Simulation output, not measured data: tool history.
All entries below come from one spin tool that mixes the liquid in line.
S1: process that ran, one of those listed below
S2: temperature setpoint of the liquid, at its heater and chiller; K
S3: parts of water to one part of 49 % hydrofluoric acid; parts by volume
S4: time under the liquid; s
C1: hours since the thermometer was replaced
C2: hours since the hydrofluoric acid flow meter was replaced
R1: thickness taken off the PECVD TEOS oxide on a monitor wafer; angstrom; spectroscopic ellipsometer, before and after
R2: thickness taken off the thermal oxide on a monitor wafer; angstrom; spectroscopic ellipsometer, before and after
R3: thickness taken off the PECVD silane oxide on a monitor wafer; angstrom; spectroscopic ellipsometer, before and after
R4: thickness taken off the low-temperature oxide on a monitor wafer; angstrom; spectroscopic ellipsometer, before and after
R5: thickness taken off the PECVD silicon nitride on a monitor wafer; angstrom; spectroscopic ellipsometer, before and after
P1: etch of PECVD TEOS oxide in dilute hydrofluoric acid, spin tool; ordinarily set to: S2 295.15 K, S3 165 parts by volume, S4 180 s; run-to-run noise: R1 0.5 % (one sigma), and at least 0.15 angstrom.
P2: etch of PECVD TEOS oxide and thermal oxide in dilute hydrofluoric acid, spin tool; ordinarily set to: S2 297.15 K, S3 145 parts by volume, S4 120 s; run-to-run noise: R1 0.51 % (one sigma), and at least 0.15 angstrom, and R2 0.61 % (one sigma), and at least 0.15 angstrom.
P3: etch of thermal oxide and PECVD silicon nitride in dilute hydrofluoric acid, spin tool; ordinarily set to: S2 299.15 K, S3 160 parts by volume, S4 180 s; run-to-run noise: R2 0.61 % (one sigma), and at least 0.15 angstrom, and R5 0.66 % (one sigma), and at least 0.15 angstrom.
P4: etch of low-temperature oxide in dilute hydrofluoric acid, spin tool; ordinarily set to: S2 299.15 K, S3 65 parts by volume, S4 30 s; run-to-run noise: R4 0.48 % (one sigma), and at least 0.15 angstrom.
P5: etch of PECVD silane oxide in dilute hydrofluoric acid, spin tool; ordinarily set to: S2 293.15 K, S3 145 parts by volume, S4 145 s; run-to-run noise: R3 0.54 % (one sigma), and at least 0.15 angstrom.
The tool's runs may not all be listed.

run,hour,S1,S2,S3,S4,C1,C2,R1,R2,R3,R4,R5
1,8.4,P1,295.15,165,180,291.6,354.7,165.58,,,,
2,24.1,P2,297.15,75,120,307.3,370.4,477.91,79.114,,,
3,37.4,P5,293.15,145,25,320.6,383.7,,,21.356,,
4,52.7,P1,295.15,165,300,335.9,399,273.29,,,,
5,68,P1,295.15,165,180,351.2,414.3,165.44,,,,
6,79.6,P4,291.65,65,30,362.8,425.9,,,,131.38,
7,90.2,P1,295.15,165,180,373.4,436.5,165.58,,,,
8,100.2,P3,303.15,160,180,383.4,446.5,,61.777,,,52.216
9,110.8,P4,299.15,65,30,394,457.1,,,,180.91,
10,124,P2,297.15,145,120,407.2,470.3,226.06,37.217,,,
11,136.1,P1,301.15,165,180,419.3,482.4,207.41,,,,
12,148.6,P2,292.15,145,120,431.8,494.9,184.36,30.832,,,
13,156.8,P3,299.15,160,180,440,503.1,,53.485,,,41.209
14,172.2,P5,290.15,145,145,455.4,518.5,,,108.24,,
15,181.1,P5,293.15,145,145,464.3,527.4,,,122.15,,
16,192.2,P4,299.15,65,30,475.4,538.5,,,,179.85,
17,205.7,P1,295.15,165,180,488.9,552,163.97,,,,
18,214.6,P1,295.15,165,180,497.8,560.9,165.75,,,,
19,223.5,P3,299.15,160,295,506.7,569.8,,87.463,,,68.257
20,230.4,P1,290.15,165,180,513.6,576.7,134.89,,,,
21,239.1,P5,293.15,205,145,522.3,585.4,,,81.165,,
22,247.6,P2,297.15,145,120,530.8,593.9,226.72,37.654,,,
23,258.5,P4,299.15,25,30,541.7,604.8,,,,498.47,
24,273.9,P4,299.15,65,15,557.1,620.2,,,,90.006,
25,289.3,P1,295.15,35,180,572.5,635.6,905.64,,,,
26,304.8,P5,293.15,145,145,588,651.1,,,122.34,,
27,320.1,P1,295.15,165,180,603.3,666.4,164.85,,,,
# hour 324.6: thermometer replaced
28,329.8,P1,295.15,260,180,5.2,676.1,95.001,,,,
29,339.8,P1,295.15,165,15,15.2,686.1,13.42,,,,
30,347,P2,297.15,145,225,22.4,693.3,421.45,69.525,,,
31,358,P1,290.15,165,315,33.4,704.3,236.04,,,,
32,365.3,P3,299.15,230,180,40.7,711.6,,34.48,,,29.162

Forecast run 33:
33,374.1,P1,295.15,165,180,49.5,720.4,?,,,,

{"run 33": {"R1": 165.67}}

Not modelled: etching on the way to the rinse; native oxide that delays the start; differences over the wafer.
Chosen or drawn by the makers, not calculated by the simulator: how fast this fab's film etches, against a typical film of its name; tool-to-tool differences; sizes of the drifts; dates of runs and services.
